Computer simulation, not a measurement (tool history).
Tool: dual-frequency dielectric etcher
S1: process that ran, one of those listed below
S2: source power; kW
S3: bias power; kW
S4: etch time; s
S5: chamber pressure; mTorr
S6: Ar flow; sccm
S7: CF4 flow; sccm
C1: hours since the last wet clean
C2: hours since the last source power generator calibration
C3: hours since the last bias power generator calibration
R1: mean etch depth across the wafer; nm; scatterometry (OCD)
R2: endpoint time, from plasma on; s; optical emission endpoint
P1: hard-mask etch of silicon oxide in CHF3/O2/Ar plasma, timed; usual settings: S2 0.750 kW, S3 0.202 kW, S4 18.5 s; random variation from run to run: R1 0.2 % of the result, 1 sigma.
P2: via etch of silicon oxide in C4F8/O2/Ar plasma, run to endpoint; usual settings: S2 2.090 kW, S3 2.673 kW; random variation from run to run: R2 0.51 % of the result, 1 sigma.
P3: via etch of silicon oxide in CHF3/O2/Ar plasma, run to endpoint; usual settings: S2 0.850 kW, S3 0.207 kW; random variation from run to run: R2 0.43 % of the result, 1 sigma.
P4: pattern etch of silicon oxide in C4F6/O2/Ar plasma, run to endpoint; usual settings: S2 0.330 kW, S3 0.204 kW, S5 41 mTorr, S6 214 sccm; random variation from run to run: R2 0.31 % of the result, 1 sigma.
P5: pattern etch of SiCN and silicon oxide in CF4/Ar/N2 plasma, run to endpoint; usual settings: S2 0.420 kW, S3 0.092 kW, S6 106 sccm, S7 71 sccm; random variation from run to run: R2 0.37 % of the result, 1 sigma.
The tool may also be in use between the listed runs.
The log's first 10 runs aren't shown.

run	day	S1	S2	S3	S4	S5	S6	S7	C1	C2	C3	R1	R2
11	5.946	P3	0.850	0.160					441.2	967.2	1006.6		183.1800
12	6.358	P2	2.090	3.297					451.1	977.1	1016.5		256.0300
13	6.933	P3	0.680	0.207					464.9	990.9	1030.3		182.6300
14	7.454	P3	0.850	0.207					477.4	1003.4	1042.8		168.6000
15	7.983	P4	0.260	0.204		41	214		490.1	1016.1	1055.5		9.1506
16	8.596	P1	0.750	0.202	23.5				504.8	1030.8	1070.2	52.246	
17	9.288	P1	0.750	0.202	12.0				521.4	1047.4	1086.8	26.693	
18	9.854	P1	0.750	0.202	18.5				535.0	1061.0	1100.4	41.209	
19	10.542	P5	0.420	0.111			106	71	551.5	1077.5	1116.9		9.9902
20	11.246	P1	1.000	0.133	18.5				568.4	1094.4	1133.8	40.309	
# day 11.542: wet clean of the chamber
21	11.654	P5	0.420	0.092			71	71	2.8	1104.2	1143.6		10.1750
22	12.262	P1	0.750	0.202	18.5				17.4	1118.8	1158.2	41.262	
23	12.621	P4	0.330	0.204		41	214		26.0	1127.4	1166.8		8.3993
24	13.133	P1	0.750	0.140	18.5				38.3	1139.7	1179.1	36.688	
25	13.817	P5	0.320	0.092			106	71	54.7	1156.1	1195.5		13.5150
26	14.450	P1	0.920	0.202	18.5				69.9	1171.3	1210.7	44.663	

The next listed run, before its measurement:
27	14.850	P1	0.750	0.256	10.5				79.5	1180.9	1220.3	?	

{"run 27": {"R1": 25.409}}
